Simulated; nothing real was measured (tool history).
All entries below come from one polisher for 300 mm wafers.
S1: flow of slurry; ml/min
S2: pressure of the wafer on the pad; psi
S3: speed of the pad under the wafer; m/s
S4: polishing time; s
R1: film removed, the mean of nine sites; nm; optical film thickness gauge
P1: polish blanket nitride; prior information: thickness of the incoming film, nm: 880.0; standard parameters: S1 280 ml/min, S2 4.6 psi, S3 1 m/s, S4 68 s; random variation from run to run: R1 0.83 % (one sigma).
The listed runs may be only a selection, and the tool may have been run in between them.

run	hour	S1	S2	S3	S4	R1
1	6.2	280	4.6	1	68	128.23
2	11.6	280	4.6	1	68	129.59
3	16.4	280	6.2	1	68	175.37
4	21.4	280	4.6	1	68	130.54
5	26.3	280	4.6	1	68	131.39
6	33.8	400	4.6	1	68	131.54
7	40	280	4.6	1	31	59.217
8	46.1	280	4.6	1	97	184.69
9	50	280	4.6	1	68	130.27
10	57	280	3	1	68	83.934
11	63.6	280	4.6	1.4	68	168.65
12	70.7	280	6.4	1	44	114.36
13	78.4	280	5.8	0.46	68	87.649
14	86.7	280	4.6	0.48	68	73.158
15	90.6	170	4.6	1	68	123.28
16	95.9	280	4.6	1	68	129.07
17	99.7	280	4.6	1	68	126.12
18	104.5	280	4.6	1	68	126.53
19	108.9	280	4.6	1	68	122.38
20	113.3	280	4.6	1	68	124.3
# hour 121.1: worn pad replaced by a new one
21	121.8	280	4.6	1	68	123.02
22	127	280	4.6	1	68	124.22
23	134.2	280	4.6	1	68	124.2

What P1 gives has crept away from where it was. These 2 causes fit the log equally well, each at the size given:
A: slurry flow missing at the pad, % = 36.9
B: head's pressure below its setpoint, % = 5.35
The drift started at roughly hour 95.9.
What rules out each remaining cause:
removal rate lost through wear of the pad, %: serviced after onset, at hour 121.1, with no recovery of the prior output

Below are 4 check runs, each averaged over 5 wafers, with their results shown as question marks. Which of them would give clearly different results depending on which cause is behind the drift?
check 1	141.4	280	4.6	0.54	68	?
check 2	141.4	185	4.6	1	68	?
check 3	141.4	280	4.6	1.26	43	?
check 4	141.4	280	4.6	0.74	68	?

What each check would give under each cause:
check	result	if A	if B
check 1	R1	75.082	75.078
check 2	R1	114.12	117.12
check 3	R1	93.514	93.51
check 4	R1	96.607	96.602
Per check, the gap between the least separated pair of causes, taken in the result that splits them most: check 1 0 %; check 2 2.59 %; check 3 0 %; check 4 0 %
Only in check 2 would the causes give clearly different results; in the remaining checks their results would be nearly the same.

Check 2 was then run and gave: R1 117.38 nm. Which cause is it?

It is B: head's pressure below its setpoint, %.
